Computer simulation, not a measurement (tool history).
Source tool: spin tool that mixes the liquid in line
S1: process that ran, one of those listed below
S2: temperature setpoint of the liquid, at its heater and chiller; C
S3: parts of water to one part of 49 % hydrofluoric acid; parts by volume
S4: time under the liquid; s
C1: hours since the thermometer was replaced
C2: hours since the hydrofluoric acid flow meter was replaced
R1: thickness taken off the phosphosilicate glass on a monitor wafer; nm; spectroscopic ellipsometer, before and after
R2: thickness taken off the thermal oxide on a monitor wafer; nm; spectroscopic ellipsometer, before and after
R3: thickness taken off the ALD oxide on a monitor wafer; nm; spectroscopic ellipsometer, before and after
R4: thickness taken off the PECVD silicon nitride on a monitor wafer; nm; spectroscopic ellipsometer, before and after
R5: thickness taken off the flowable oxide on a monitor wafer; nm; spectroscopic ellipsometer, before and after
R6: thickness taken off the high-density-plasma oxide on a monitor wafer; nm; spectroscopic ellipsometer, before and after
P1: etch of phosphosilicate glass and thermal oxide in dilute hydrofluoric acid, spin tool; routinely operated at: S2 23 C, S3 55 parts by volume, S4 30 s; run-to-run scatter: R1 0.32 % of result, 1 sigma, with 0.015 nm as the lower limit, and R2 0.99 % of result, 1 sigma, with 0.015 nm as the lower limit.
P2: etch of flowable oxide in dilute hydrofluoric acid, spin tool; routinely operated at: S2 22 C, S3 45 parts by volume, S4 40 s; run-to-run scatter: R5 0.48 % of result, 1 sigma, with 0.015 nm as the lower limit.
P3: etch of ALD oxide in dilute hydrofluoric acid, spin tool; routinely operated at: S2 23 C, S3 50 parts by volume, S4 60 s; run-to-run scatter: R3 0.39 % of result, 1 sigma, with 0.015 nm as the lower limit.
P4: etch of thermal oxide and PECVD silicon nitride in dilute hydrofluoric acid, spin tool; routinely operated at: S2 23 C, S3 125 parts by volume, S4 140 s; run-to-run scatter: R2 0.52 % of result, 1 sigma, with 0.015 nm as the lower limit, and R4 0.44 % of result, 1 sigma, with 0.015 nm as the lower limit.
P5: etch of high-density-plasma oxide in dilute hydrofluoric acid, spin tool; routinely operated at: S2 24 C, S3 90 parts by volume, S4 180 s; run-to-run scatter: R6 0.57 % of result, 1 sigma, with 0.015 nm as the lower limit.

run   hour  S1    S2   S3   S4     C1      C2      R1      R2      R3      R4      R5      R6
  1    8.4  P1    23   55   30  153.5  1537.7  33.734  2.4857
  2   18.7  P3    23   90   60  163.8    1548                  14.134
  3   24.7  P4    30  125  140  169.8    1554          6.8321          7.1608
  4   34.3  P1    23   55   50  179.4  1563.6  56.635  4.2414
  5   41.2  P1    23   55   30  186.3  1570.5   33.98  2.5067
  6   50.3  P2    22   65   40  195.4  1579.6                                  18.757
  7   59.8  P1    28   55   30  204.9  1589.1   41.43  3.0782
  8   70.5  P4    23  125  140  215.6  1599.8          5.2244          4.6105
  9   75.9  P1    23   55   30    221  1605.2  33.834  2.5217
 10     87  P5    24   90  180  232.1  1616.3                                          10.469
 11   92.5  P4    23   70  140  237.6  1621.8          9.9698          8.1493
 12  102.1  P1    17   55   30  247.2  1631.4  26.158  1.9578
 13    112  P3    23   50   60  257.1  1641.3                    26.8
 14  121.2  P1    17   55   60  266.3  1650.5  52.539  3.9458
 15  132.3  P1    23   55   30  277.4  1661.6  33.812  2.5244
 16  141.1  P1    17   80   30  286.2  1670.4    17.5  1.3064
 17  147.9  P1    23   55   30    293  1677.2  33.885  2.5607
 18  156.9  P1    23   35   30    302  1686.2  54.458   4.069
 19    169  P5    24   20  180  314.1  1698.3                                          51.503
 20  176.6  P1    23   55   15  321.7  1705.9  16.853  1.2755
 21  185.3  P2  29.5   45   40  330.4  1714.6                                  37.396
 22  197.3  P1    23   95   30  342.4  1726.6   18.54  1.3752
 23  206.1  P2    22   45   40  351.2  1735.4                                  27.729
 24  211.4  P5    24   90  345  356.5  1740.7                                           19.98
 25    219  P4    23  125   50  364.1  1748.3           1.859          1.6345
 26  230.9  P2    22   45   15    376  1760.2                                  10.352
 27  237.9  P3    17   50   60    383  1767.2                  20.715
 28    248  P3    23   50  105  393.1  1777.3                  46.605
 29    258  P5    19   90  180  403.1  1787.3                                          8.5732
 30  266.5  P1    23   55   30  411.6  1795.8  33.971  2.5208
 31  271.8  P1    23   55   30  416.9  1801.1  34.497  2.5723
 32  278.8  P1    23   55   30  423.9  1808.1  35.339  2.6692
 33  284.1  P1    23   55   30  429.2  1813.4  35.701  2.7101
 34  289.7  P1    23   55   30  434.8    1819  36.095  2.6358
 35  299.8  P1    23   55   30  444.9  1829.1  36.499  2.7232
 36  308.9  P1    23   55   30    454  1838.2   36.83  2.7252
 37  316.5  P1    23   55   30  461.6  1845.8  36.996  2.7968
 38  328.5  P1    23   55   30  473.6  1857.8   36.95  2.7616
 39  334.9  P1    23   55   30    480  1864.2  37.119  2.7097
 40  345.7  P1    23   55   30  490.8    1875  37.337  2.7636
 41    353  P1    23   55   30  498.1  1882.3  37.369  2.7568

P1 has crept away from where it was. The log is fitted equally well by each of these 2 causes, at the sizes shown:
A: hydrofluoric acid flow above the setpoint (%) = 9.25
B: liquid hotter than its thermometer reads (K) = 2.31
The onset of the drift is placed at about hour 266.5.

Each of the 4 check runs below uses one wafer; its results are left as question marks. Which run tells the causes apart?
check 1  360.3  P2  29  45   15                           ?
check 2  360.3  P4  23  85  140               ?       ?
check 3  360.3  P5  24  25  330                               ?
check 4  360.3  P3  23  75  100                   ?

Expected result of each check under each candidate cause:
  check  result    if A    if B
check 1      R5  15.233  15.183
check 2      R2  8.9669  8.9223
check 2      R4  7.3495  7.8515
check 3      R6  82.438  82.834
check 4      R3  31.692  31.587
Minimum pairwise separation of causes per check, each pair taken at its best-separating result: check 1 0.33 %; check 2 6.61 %; check 3 0.48 %; check 4 0.33 %
Check 2 is the one run that separates the causes; every other check would come out nearly the same whichever cause is at work.

Running check 2 produced the following: R2 8.9168 nm; R4 7.8836 nm. Which one of the listed causes fits?

The cause is B: liquid hotter than its thermometer reads (K).

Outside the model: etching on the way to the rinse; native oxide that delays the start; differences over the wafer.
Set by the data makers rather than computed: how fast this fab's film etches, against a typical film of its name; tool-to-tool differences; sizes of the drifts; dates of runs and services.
